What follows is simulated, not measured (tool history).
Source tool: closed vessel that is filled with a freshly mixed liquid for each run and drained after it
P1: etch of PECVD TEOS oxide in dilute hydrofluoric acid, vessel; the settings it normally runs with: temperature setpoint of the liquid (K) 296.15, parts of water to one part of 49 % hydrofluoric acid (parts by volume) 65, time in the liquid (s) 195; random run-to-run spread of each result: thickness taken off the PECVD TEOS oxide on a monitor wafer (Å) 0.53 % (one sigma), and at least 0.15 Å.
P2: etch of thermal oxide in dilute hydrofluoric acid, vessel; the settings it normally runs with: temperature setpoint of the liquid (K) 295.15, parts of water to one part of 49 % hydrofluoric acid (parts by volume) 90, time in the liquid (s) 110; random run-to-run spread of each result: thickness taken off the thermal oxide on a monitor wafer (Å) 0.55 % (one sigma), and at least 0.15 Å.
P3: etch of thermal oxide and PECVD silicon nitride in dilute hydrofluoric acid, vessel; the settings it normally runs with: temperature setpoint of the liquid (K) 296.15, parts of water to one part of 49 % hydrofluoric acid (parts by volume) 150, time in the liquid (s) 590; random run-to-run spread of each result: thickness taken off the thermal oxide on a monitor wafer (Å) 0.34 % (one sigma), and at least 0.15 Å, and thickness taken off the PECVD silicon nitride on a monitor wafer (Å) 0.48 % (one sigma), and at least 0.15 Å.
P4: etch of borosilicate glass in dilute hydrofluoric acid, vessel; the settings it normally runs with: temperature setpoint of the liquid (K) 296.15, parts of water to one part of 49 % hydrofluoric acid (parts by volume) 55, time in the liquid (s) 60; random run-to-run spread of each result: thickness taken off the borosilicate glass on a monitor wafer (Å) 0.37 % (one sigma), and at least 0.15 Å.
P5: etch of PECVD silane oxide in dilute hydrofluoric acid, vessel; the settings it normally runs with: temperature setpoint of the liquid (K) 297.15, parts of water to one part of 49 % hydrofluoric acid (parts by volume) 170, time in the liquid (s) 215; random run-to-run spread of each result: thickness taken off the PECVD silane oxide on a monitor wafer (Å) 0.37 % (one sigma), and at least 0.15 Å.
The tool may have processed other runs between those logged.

run	hour	process that ran	temperature setpoint of the liquid (K)	parts of water to one part of 49 % hydrofluoric acid (parts by volume)	time in the liquid (s)	hours since the thermometer was replaced	hours since the hydrofluoric acid flow meter was replaced	thickness taken off the PECVD TEOS oxide on a monitor wafer (Å)	thickness taken off the thermal oxide on a monitor wafer (Å)	thickness taken off the borosilicate glass on a monitor wafer (Å)	thickness taken off the PECVD silane oxide on a monitor wafer (Å)	thickness taken off the PECVD silicon nitride on a monitor wafer (Å)
1	4.5	P1	296.15	65	195	246.8	1342.5	250.410				
2	8.8	P1	290.15	90	195	251.1	1346.8	137.310				
3	13.3	P1	296.15	65	195	255.6	1351.3	250.880				
4	17.0	P2	290.65	90	110	259.3	1355.0		44.710			
5	21.3	P2	295.15	90	110	263.6	1359.3		53.976			
6	26.7	P4	296.15	55	60	269.0	1364.7			554.66		
7	31.6	P1	296.15	65	195	273.9	1369.6	254.500				
8	36.7	P4	296.15	55	115	279.0	1374.7			1064.50		
9	39.7	P1	296.15	65	195	282.0	1377.7	251.730				
10	43.7	P1	296.15	65	195	286.0	1381.7	252.370				
# hour 46.7: thermometer replaced
11	48.0	P5	297.15	170	215	1.3	1386.0				454.88	
12	53.7	P3	296.15	150	955	7.0	1391.7		282.500			122.280
13	59.8	P3	290.65	150	590	13.1	1397.8		139.250			52.784
14	63.0	P1	296.15	35	195	16.3	1401.0	486.490				
15	68.1	P1	296.15	65	105	21.4	1406.1	135.800				
16	70.9	P5	297.15	170	215	24.2	1408.9				461.75	
17	74.1	P3	296.15	150	590	27.4	1412.1		174.480			75.429
18	79.3	P1	300.65	65	195	32.6	1417.3	303.060				
19	83.2	P1	290.15	65	195	36.5	1421.2	197.970				
20	88.0	P2	295.15	90	30	41.3	1426.0		14.607			
21	92.5	P1	296.15	100	195	45.8	1430.5	157.560				
22	96.6	P2	295.15	55	110	49.9	1434.6		91.288			
23	100.9	P4	290.65	55	60	54.2	1438.9			441.97		
24	104.4	P1	302.15	65	35	57.7	1442.4	57.835				
25	108.4	P1	291.65	65	300	61.7	1446.4	321.860				
26	112.8	P5	297.15	95	215	66.1	1450.8				894.08	
27	117.6	P1	296.15	65	195	70.9	1455.6	255.900				
28	121.7	P5	297.15	170	365	75.0	1459.7				782.96	
29	127.8	P2	295.15	90	110	81.1	1465.8		53.907			
30	133.4	P5	304.15	170	215	86.7	1471.4				594.19	
31	137.4	P1	296.15	65	365	90.7	1475.4	472.510				

Run 32 is up next; what results do you expect?
32	141.1	P4	296.15	20	60	94.4	1479.1			?		

{"run 32": {"thickness taken off the borosilicate glass on a monitor wafer (Å)": 1592.5}}
